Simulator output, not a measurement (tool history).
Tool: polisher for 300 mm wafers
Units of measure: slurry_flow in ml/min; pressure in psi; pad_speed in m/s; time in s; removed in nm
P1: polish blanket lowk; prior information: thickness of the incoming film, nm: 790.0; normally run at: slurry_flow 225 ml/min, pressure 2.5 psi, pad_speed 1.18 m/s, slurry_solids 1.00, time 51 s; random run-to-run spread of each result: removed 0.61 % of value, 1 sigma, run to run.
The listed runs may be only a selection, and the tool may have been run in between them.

{"run": 1, "hour": 3.7, "slurry_flow": 225, "pressure": 2.5, "pad_speed": 1.18, "slurry_solids": 1.0, "time": 51, "removed": 25.613}
{"run": 2, "hour": 8.0, "slurry_flow": 225, "pressure": 2.5, "pad_speed": 1.18, "slurry_solids": 1.0, "time": 23, "removed": 11.688}
{"run": 3, "hour": 10.5, "slurry_flow": 225, "pressure": 2.5, "pad_speed": 1.18, "slurry_solids": 1.35, "time": 51, "removed": 29.44}
{"hour": 11.6, "done": "slurry nozzle cleaned"}
{"run": 4, "hour": 14.9, "slurry_flow": 135, "pressure": 2.5, "pad_speed": 1.84, "slurry_solids": 1.0, "time": 51, "removed": 34.469}
{"run": 5, "hour": 19.8, "slurry_flow": 225, "pressure": 4.0, "pad_speed": 1.18, "slurry_solids": 1.0, "time": 51, "removed": 41.278}
{"run": 6, "hour": 23.4, "slurry_flow": 225, "pressure": 1.8, "pad_speed": 1.18, "slurry_solids": 1.0, "time": 51, "removed": 18.772}
{"run": 7, "hour": 27.7, "slurry_flow": 225, "pressure": 2.5, "pad_speed": 1.18, "slurry_solids": 1.0, "time": 69, "removed": 35.237}
{"run": 8, "hour": 30.0, "slurry_flow": 225, "pressure": 2.5, "pad_speed": 1.18, "slurry_solids": 1.0, "time": 51, "removed": 26.392}
{"run": 9, "hour": 34.8, "slurry_flow": 225, "pressure": 2.5, "pad_speed": 1.18, "slurry_solids": 1.0, "time": 51, "removed": 26.112}
{"run": 10, "hour": 38.2, "slurry_flow": 225, "pressure": 2.5, "pad_speed": 1.18, "slurry_solids": 1.0, "time": 51, "removed": 25.967}
{"hour": 40.6, "done": "slurry blender recalibrated"}
{"run": 11, "hour": 41.8, "slurry_flow": 225, "pressure": 2.5, "pad_speed": 1.18, "slurry_solids": 1.0, "time": 51, "removed": 25.847}
{"run": 12, "hour": 44.4, "slurry_flow": 225, "pressure": 2.5, "pad_speed": 1.18, "slurry_solids": 0.55, "time": 51, "removed": 19.03}
{"run": 13, "hour": 46.8, "slurry_flow": 225, "pressure": 2.5, "pad_speed": 0.54, "slurry_solids": 1.0, "time": 51, "removed": 13.844}
{"hour": 48.3, "done": "head pressure recalibrated"}
{"run": 14, "hour": 49.6, "slurry_flow": 225, "pressure": 2.5, "pad_speed": 1.18, "slurry_solids": 1.0, "time": 51, "removed": 26.383}
{"run": 15, "hour": 53.2, "slurry_flow": 225, "pressure": 2.5, "pad_speed": 1.84, "slurry_solids": 1.0, "time": 51, "removed": 36.951}
{"run": 16, "hour": 55.5, "slurry_flow": 225, "pressure": 2.5, "pad_speed": 1.64, "slurry_solids": 1.4, "time": 51, "removed": 38.626}
{"run": 17, "hour": 58.4, "slurry_flow": 320, "pressure": 2.5, "pad_speed": 1.18, "slurry_solids": 1.0, "time": 51, "removed": 27.217}
{"run": 18, "hour": 61.9, "slurry_flow": 135, "pressure": 2.5, "pad_speed": 1.18, "slurry_solids": 1.0, "time": 51, "removed": 24.223}
{"run": 19, "hour": 64.6, "slurry_flow": 225, "pressure": 2.5, "pad_speed": 1.18, "slurry_solids": 1.0, "time": 51, "removed": 26.089}
{"run": 20, "hour": 69.7, "slurry_flow": 225, "pressure": 2.5, "pad_speed": 1.18, "slurry_solids": 1.0, "time": 51, "removed": 24.75}
{"run": 21, "hour": 74.6, "slurry_flow": 225, "pressure": 2.5, "pad_speed": 1.18, "slurry_solids": 1.0, "time": 51, "removed": 23.696}
{"hour": 78.7, "done": "head pressure recalibrated"}
{"run": 22, "hour": 79.3, "slurry_flow": 225, "pressure": 2.5, "pad_speed": 1.18, "slurry_solids": 1.0, "time": 51, "removed": 23.14}
{"hour": 81.6, "done": "conditioning disc replaced and pad reconditioned"}
{"run": 23, "hour": 83.4, "slurry_flow": 225, "pressure": 2.5, "pad_speed": 1.18, "slurry_solids": 1.0, "time": 51, "removed": 22.769}
{"hour": 85.3, "done": "slurry nozzle cleaned"}
{"run": 24, "hour": 87.5, "slurry_flow": 225, "pressure": 2.5, "pad_speed": 1.18, "slurry_solids": 1.0, "time": 51, "removed": 22.82}
{"run": 25, "hour": 90.1, "slurry_flow": 225, "pressure": 2.5, "pad_speed": 1.18, "slurry_solids": 1.0, "time": 51, "removed": 22.647}
{"run": 26, "hour": 94.1, "slurry_flow": 225, "pressure": 2.5, "pad_speed": 1.18, "slurry_solids": 1.0, "time": 51, "removed": 22.726}
{"run": 27, "hour": 96.5, "slurry_flow": 225, "pressure": 2.5, "pad_speed": 1.18, "slurry_solids": 1.0, "time": 51, "removed": 22.577}

For run 28, what comes out?
{"run": 28, "hour": 98.8, "slurry_flow": 225, "pressure": 2.5, "pad_speed": 1.18, "slurry_solids": 1.0, "time": 51, "removed": "?"}

Run 28 measured removed 22.346 nm.
